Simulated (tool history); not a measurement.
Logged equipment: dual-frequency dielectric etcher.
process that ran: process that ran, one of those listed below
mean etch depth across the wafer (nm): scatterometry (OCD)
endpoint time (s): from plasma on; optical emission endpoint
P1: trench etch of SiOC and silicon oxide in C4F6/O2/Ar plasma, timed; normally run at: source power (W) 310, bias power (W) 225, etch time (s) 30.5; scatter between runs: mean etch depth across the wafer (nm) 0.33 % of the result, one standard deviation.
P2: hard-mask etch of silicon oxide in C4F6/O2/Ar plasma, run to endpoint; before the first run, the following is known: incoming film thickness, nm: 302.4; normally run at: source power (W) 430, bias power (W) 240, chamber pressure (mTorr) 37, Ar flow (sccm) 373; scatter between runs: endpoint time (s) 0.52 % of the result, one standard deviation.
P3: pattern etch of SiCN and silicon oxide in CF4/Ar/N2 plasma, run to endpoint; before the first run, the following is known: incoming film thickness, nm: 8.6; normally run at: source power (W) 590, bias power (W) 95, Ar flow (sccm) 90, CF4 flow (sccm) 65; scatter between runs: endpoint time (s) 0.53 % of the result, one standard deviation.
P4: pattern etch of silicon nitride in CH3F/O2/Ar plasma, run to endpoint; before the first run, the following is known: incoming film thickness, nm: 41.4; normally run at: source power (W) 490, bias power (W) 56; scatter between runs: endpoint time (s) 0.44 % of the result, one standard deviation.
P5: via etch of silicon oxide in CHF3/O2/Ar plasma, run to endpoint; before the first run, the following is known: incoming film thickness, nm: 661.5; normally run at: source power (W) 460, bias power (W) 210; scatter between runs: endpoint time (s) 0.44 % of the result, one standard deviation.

| run | hour | process that ran | source power (W) | bias power (W) | etch time (s) | chamber pressure (mTorr) | Ar flow (sccm) | CF4 flow (sccm) | hours since the last wet clean | hours since the last source power generator calibration | hours since the last bias power generator calibration | mean etch depth across the wafer (nm) | endpoint time (s) |
|---|---|---|---|---|---|---|---|---|---|---|---|---|---|
| 1 | 7.1 | P1 | 310 | 225 | 30.5 |  |  |  | 227.0 | 1714.0 | 434.5 | 58.408 |  |
| 2 | 17.2 | P2 | 430 | 240 |  | 28 | 373 |  | 237.1 | 1724.1 | 444.6 |  | 83.8430 |
| 3 | 25.0 | P1 | 310 | 174 | 40.5 |  |  |  | 244.9 | 1731.9 | 452.4 | 71.628 |  |
| 4 | 33.3 | P4 | 490 | 56 |  |  |  |  | 253.2 | 1740.2 | 460.7 |  | 60.3500 |
|  | 36.1 | bias power generator calibrated |
| 5 | 40.8 | P3 | 590 | 95 |  |  | 90 | 65 | 260.7 | 1747.7 | 4.8 |  | 7.1682 |
| 6 | 50.7 | P1 | 310 | 225 | 30.5 |  |  |  | 270.6 | 1757.6 | 14.7 | 58.478 |  |
| 7 | 58.7 | P1 | 440 | 225 | 30.5 |  |  |  | 278.6 | 1765.6 | 22.7 | 66.634 |  |
| 8 | 68.2 | P2 | 310 | 240 |  | 37 | 373 |  | 288.1 | 1775.1 | 32.2 |  | 97.8980 |
| 9 | 78.3 | P1 | 430 | 225 | 22.0 |  |  |  | 298.2 | 1785.2 | 42.3 | 47.882 |  |
| 10 | 87.8 | P3 | 590 | 95 |  |  | 55 | 65 | 307.7 | 1794.7 | 51.8 |  | 6.6987 |
| 11 | 95.6 | P1 | 310 | 225 | 30.5 |  |  |  | 315.5 | 1802.5 | 59.6 | 58.238 |  |
| 12 | 103.1 | P3 | 830 | 95 |  |  | 90 | 65 | 323.0 | 1810.0 | 67.1 |  | 5.3064 |
|  | 104.1 | wet clean of the chamber |
| 13 | 110.9 | P3 | 590 | 95 |  |  | 90 | 41 | 6.8 | 1817.8 | 74.9 |  | 7.6539 |
| 14 | 118.5 | P1 | 310 | 225 | 21.5 |  |  |  | 14.4 | 1825.4 | 82.5 | 41.174 |  |
| 15 | 126.1 | P1 | 310 | 225 | 38.5 |  |  |  | 22.0 | 1833.0 | 90.1 | 73.813 |  |
| 16 | 131.2 | P1 | 310 | 159 | 30.5 |  |  |  | 27.1 | 1838.1 | 95.2 | 52.114 |  |
| 17 | 141.1 | P5 | 460 | 169 |  |  |  |  | 37.0 | 1848.0 | 105.1 |  | 368.0500 |
| 18 | 149.5 | P2 | 430 | 340 |  | 37 | 373 |  | 45.4 | 1856.4 | 113.5 |  | 76.9230 |
| 19 | 160.0 | P1 | 310 | 225 | 30.5 |  |  |  | 55.9 | 1866.9 | 124.0 | 58.528 |  |
| 20 | 170.2 | P1 | 230 | 225 | 30.5 |  |  |  | 66.1 | 1877.1 | 134.2 | 51.996 |  |
| 21 | 181.9 | P1 | 310 | 300 | 30.5 |  |  |  | 77.8 | 1888.8 | 145.9 | 64.695 |  |
| 22 | 189.3 | P1 | 190 | 178 | 30.5 |  |  |  | 85.2 | 1896.2 | 153.3 | 44.964 |  |
| 23 | 199.7 | P3 | 590 | 130 |  |  | 90 | 65 | 95.6 | 1906.6 | 163.7 |  | 6.4192 |
|  | 201.4 | source power generator calibrated |
| 24 | 207.6 | P5 | 330 | 210 |  |  |  |  | 103.5 | 6.3 | 171.6 |  | 388.5000 |
| 25 | 215.6 | P5 | 460 | 210 |  |  |  |  | 111.5 | 14.3 | 179.6 |  | 342.0100 |
| 26 | 224.9 | P4 | 580 | 56 |  |  |  |  | 120.8 | 23.6 | 188.9 |  | 56.3110 |
| 27 | 232.3 | P4 | 490 | 78 |  |  |  |  | 128.2 | 31.0 | 196.3 |  | 53.5970 |
| 28 | 243.7 | P1 | 310 | 225 | 30.5 |  |  |  | 139.6 | 42.4 | 207.7 | 58.598 |  |
| 29 | 250.2 | P2 | 430 | 240 |  | 37 | 373 |  | 146.1 | 48.9 | 214.2 |  | 86.8040 |
| 30 | 260.4 | P2 | 430 | 240 |  | 37 | 282 |  | 156.3 | 59.1 | 224.4 |  | 83.2050 |
| 31 | 266.6 | P2 | 430 | 240 |  | 37 | 373 |  | 162.5 | 65.3 | 230.6 |  | 87.8280 |
| 32 | 277.3 | P1 | 310 | 225 | 30.5 |  |  |  | 173.2 | 76.0 | 241.3 | 58.666 |  |

Predict the results of run 33:
| 33 | 286.0 | P1 | 310 | 225 | 30.5 |  |  |  | 181.9 | 84.7 | 250.0 | ? |  |

{"run 33": {"mean etch depth across the wafer (nm)": 58.725}}
